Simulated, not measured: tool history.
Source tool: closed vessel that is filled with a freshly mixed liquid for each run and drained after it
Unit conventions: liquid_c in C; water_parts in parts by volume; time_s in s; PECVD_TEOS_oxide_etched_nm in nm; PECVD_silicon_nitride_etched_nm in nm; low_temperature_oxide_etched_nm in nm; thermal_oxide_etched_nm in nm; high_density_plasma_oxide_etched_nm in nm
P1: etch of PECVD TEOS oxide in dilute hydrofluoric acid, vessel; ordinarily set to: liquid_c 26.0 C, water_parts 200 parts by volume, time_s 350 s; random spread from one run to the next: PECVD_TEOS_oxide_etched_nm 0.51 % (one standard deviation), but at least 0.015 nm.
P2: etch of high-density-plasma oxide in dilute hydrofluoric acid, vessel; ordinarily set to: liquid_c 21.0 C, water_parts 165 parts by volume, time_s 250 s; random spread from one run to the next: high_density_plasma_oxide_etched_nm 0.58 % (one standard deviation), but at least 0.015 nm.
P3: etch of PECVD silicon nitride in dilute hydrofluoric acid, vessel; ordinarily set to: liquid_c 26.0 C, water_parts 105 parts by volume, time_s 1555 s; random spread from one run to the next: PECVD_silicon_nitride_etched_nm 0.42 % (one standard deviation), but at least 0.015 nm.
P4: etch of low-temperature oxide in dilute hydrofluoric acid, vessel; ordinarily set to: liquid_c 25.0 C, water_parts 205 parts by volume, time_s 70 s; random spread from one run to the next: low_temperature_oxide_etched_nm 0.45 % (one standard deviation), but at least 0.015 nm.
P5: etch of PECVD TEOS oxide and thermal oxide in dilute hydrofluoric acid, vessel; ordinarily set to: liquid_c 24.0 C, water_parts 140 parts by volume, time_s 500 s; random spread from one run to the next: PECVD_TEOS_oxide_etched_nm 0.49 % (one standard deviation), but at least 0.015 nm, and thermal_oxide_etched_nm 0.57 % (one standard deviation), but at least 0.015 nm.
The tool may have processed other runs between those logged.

| run | hour | process | liquid_c | water_parts | time_s | hours since the thermometer was replaced | hours since the hydrofluoric acid flow meter was replaced | PECVD_TEOS_oxide_etched_nm | PECVD_silicon_nitride_etched_nm | low_temperature_oxide_etched_nm | thermal_oxide_etched_nm | high_density_plasma_oxide_etched_nm |
|---|---|---|---|---|---|---|---|---|---|---|---|---|
| 1 | 9.1 | P1 | 26.0 | 200 | 350 | 1196.2 | 568.2 | 22.8140 |  |  |  |  |
| 2 | 15.0 | P3 | 26.0 | 105 | 1555 | 1202.1 | 574.1 |  | 51.365 |  |  |  |
| 3 | 23.7 | P1 | 26.0 | 80 | 520 | 1210.8 | 582.8 | 98.4270 |  |  |  |  |
| 4 | 29.0 | P4 | 25.0 | 205 | 30 | 1216.1 | 588.1 |  |  | 2.0889 |  |  |
| 5 | 38.3 | P5 | 24.0 | 55 | 500 | 1225.4 | 597.4 | 172.6400 |  |  | 45.512 |  |
| 6 | 43.2 | P4 | 31.0 | 205 | 70 | 1230.3 | 602.3 |  |  | 6.1574 |  |  |
| 7 | 48.1 | P5 | 24.0 | 140 | 745 | 1235.2 | 607.2 | 90.4650 |  |  | 24.288 |  |
| 8 | 57.0 | P2 | 21.0 | 255 | 250 | 1244.1 | 616.1 |  |  |  |  | 4.3283 |
| 9 | 63.5 | P3 | 26.0 | 105 | 1555 | 1250.6 | 622.6 |  | 51.816 |  |  |  |
| 10 | 70.1 | P3 | 26.0 | 170 | 1555 | 1257.2 | 629.2 |  | 31.731 |  |  |  |
| 11 | 76.8 | P1 | 26.0 | 200 | 350 | 1263.9 | 635.9 | 23.0080 |  |  |  |  |
| 12 | 82.8 | P3 | 31.0 | 105 | 1555 | 1269.9 | 641.9 |  | 70.625 |  |  |  |
| 13 | 93.5 | P1 | 31.0 | 200 | 350 | 1280.6 | 652.6 | 27.2200 |  |  |  |  |
| 14 | 103.3 | P1 | 26.0 | 320 | 350 | 1290.4 | 662.4 | 12.7130 |  |  |  |  |
| 15 | 113.5 | P1 | 26.0 | 200 | 550 | 1300.6 | 672.6 | 35.7640 |  |  |  |  |
| 16 | 120.9 | P2 | 21.0 | 165 | 250 | 1308.0 | 680.0 |  |  |  |  | 7.3652 |
| 17 | 125.6 | P1 | 26.0 | 200 | 350 | 1312.7 | 684.7 | 22.9480 |  |  |  |  |
| 18 | 134.1 | P1 | 26.0 | 200 | 350 | 1321.2 | 693.2 | 22.9270 |  |  |  |  |
| 19 | 140.6 | P4 | 25.0 | 205 | 70 | 1327.7 | 699.7 |  |  | 4.9210 |  |  |
| 20 | 147.0 | P2 | 26.5 | 165 | 250 | 1334.1 | 706.1 |  |  |  |  | 9.1402 |
| 21 | 155.7 | P1 | 26.0 | 200 | 350 | 1342.8 | 714.8 | 22.9200 |  |  |  |  |
| 22 | 164.2 | P1 | 26.0 | 120 | 350 | 1351.3 | 723.3 | 41.9070 |  |  |  |  |
| 23 | 174.9 | P5 | 24.0 | 140 | 500 | 1362.0 | 734.0 | 60.7330 |  |  | 16.237 |  |
| 24 | 181.5 | P3 | 26.0 | 105 | 2830 | 1368.6 | 740.6 |  | 94.099 |  |  |  |
| 25 | 190.7 | P1 | 32.0 | 345 | 350 | 1377.8 | 749.8 | 13.8180 |  |  |  |  |
| 26 | 199.8 | P1 | 26.0 | 200 | 85 | 1386.9 | 758.9 | 5.5538 |  |  |  |  |
| 27 | 206.5 | P4 | 25.0 | 310 | 70 | 1393.6 | 765.6 |  |  | 2.9469 |  |  |
| 28 | 214.7 | P2 | 21.0 | 165 | 105 | 1401.8 | 773.8 |  |  |  |  | 3.0960 |
|  | 218.3 | hydrofluoric acid flow meter replaced |
| 29 | 221.1 | P2 | 21.0 | 165 | 250 | 1408.2 | 2.8 |  |  |  |  | 7.3583 |
| 30 | 230.8 | P5 | 20.0 | 140 | 500 | 1417.9 | 12.5 | 51.6070 |  |  | 13.810 |  |
| 31 | 237.4 | P4 | 25.0 | 205 | 70 | 1424.5 | 19.1 |  |  | 4.9714 |  |  |
| 32 | 247.7 | P1 | 20.5 | 200 | 350 | 1434.8 | 29.4 | 18.5020 |  |  |  |  |
| 33 | 254.0 | P1 | 26.0 | 200 | 350 | 1441.1 | 35.7 | 22.8520 |  |  |  |  |
| 34 | 262.4 | P1 | 26.0 | 200 | 350 | 1449.5 | 44.1 | 23.5430 |  |  |  |  |
| 35 | 268.3 | P1 | 26.0 | 200 | 350 | 1455.4 | 50.0 | 23.8960 |  |  |  |  |
| 36 | 273.8 | P1 | 26.0 | 200 | 350 | 1460.9 | 55.5 | 23.7590 |  |  |  |  |
| 37 | 284.4 | P1 | 26.0 | 200 | 350 | 1471.5 | 66.1 | 23.8270 |  |  |  |  |
| 38 | 290.2 | P1 | 26.0 | 200 | 350 | 1477.3 | 71.9 | 24.1470 |  |  |  |  |
| 39 | 298.5 | P1 | 26.0 | 200 | 350 | 1485.6 | 80.2 | 24.2700 |  |  |  |  |
| 40 | 303.6 | P1 | 26.0 | 200 | 350 | 1490.7 | 85.3 | 24.2870 |  |  |  |  |

Something has made what P1 gives creep away from where it was; the 2 causes below, each at its own stated size, fit the log equally well:
A: hydrofluoric acid flow above the setpoint (%) = 4.63
B: liquid hotter than its thermometer reads (K) = 1.55
At approximately hour 254.0, the process output began to creep.

Each of the 4 check runs below uses one wafer; its results are left as question marks. Which run tells the causes apart?
| check 1 | 308.7 | P2 | 21.0 | 165 | 250 |  |  |  |  |  |  | ? |
| check 2 | 308.7 | P3 | 26.0 | 105 | 1555 |  |  |  | ? |  |  |  |
| check 3 | 308.7 | P5 | 24.0 | 140 | 500 |  |  | ? |  |  | ? |  |
| check 4 | 308.7 | P4 | 25.0 | 205 | 70 |  |  |  |  | ? |  |  |

How each check would come out, cause by cause:
| check | result | if A | if B |
|---|---|---|---|
| check 1 | high_density_plasma_oxide_etched_nm | 7.7657 | 7.8210 |
| check 2 | PECVD_silicon_nitride_etched_nm | 53.888 | 56.914 |
| check 3 | PECVD_TEOS_oxide_etched_nm | 63.9900 | 64.4200 |
| check 3 | thermal_oxide_etched_nm | 17.099 | 17.214 |
| check 4 | low_temperature_oxide_etched_nm | 5.2421 | 5.2460 |
Smallest distance between any two causes, each pair judged by its most separating result, in per cent: check 1 0.71 %; check 2 5.46 %; check 3 0.67 %; check 4 0.08 %
Check 2 tells the causes apart: in the others they would give nearly the same result.

Check 2 was then run and gave: PECVD_silicon_nitride_etched_nm 53.861 nm. Which cause is it?

The correct cause is A, namely: hydrofluoric acid flow above the setpoint (%).
